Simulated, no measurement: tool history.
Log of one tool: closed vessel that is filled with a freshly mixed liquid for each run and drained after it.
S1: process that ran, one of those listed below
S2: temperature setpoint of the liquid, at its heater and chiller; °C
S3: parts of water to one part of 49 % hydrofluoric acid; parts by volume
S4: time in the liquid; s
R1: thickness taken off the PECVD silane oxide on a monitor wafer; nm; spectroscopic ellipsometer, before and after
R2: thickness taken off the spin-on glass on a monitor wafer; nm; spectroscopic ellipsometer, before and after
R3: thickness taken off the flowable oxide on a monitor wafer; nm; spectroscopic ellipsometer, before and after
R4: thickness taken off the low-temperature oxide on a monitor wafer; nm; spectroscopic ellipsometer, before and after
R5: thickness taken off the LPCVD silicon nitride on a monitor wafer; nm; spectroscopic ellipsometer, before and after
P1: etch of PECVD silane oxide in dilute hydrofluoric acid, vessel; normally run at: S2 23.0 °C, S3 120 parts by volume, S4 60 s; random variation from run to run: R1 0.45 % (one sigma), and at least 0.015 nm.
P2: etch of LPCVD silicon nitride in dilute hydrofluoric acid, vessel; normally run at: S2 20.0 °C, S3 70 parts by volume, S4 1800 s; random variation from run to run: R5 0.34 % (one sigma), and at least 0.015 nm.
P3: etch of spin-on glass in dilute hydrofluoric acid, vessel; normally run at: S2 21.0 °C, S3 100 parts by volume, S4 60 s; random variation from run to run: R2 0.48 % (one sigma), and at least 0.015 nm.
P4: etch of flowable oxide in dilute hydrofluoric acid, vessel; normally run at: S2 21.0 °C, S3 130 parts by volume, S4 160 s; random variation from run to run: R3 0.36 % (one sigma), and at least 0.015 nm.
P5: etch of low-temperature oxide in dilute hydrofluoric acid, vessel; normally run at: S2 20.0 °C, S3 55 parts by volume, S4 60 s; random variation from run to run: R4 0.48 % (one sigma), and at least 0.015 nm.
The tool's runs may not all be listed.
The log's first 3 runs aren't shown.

run,hour,S1,S2,S3,S4,R1,R2,R3,R4,R5
4,28.1,P1,23.0,170,85,11.5590,,,,
5,35.8,P1,17.0,120,105,16.7870,,,,
6,43.7,P1,23.0,120,60,12.3200,,,,
7,48.5,P3,21.0,35,60,,59.271,,,
8,55.8,P3,21.0,100,90,,28.509,,,
9,63.6,P4,21.0,205,160,,,20.636,,
10,69.6,P4,17.0,130,160,,,29.858,,
11,74.3,P1,23.0,120,100,20.4110,,,,
12,80.9,P3,21.0,100,60,,19.138,,,
13,87.9,P1,23.0,120,60,12.1610,,,,
14,96.3,P5,20.0,55,30,,,,8.4349,
15,104.6,P3,29.5,100,60,,26.841,,,
16,111.0,P1,23.0,120,60,12.2320,,,,
17,120.6,P5,20.0,95,60,,,,9.3690,
18,128.8,P1,23.0,120,30,6.1426,,,,
19,137.3,P1,17.0,120,60,9.6379,,,,
20,146.1,P2,17.0,70,1800,,,,,7.7591
21,155.3,P1,23.0,220,60,6.0003,,,,
22,161.5,P5,20.0,55,60,,,,16.8260,
23,168.7,P4,21.0,130,160,,,35.225,,
24,173.2,P5,20.0,55,60,,,,16.8930,
25,182.4,P4,21.0,130,305,,,66.381,,
26,191.5,P2,20.0,20,1800,,,,,32.0720

Run 27 comes next. What will it give?
27,196.3,P5,17.0,55,60,,,,?,

R4: 14.7270 nm

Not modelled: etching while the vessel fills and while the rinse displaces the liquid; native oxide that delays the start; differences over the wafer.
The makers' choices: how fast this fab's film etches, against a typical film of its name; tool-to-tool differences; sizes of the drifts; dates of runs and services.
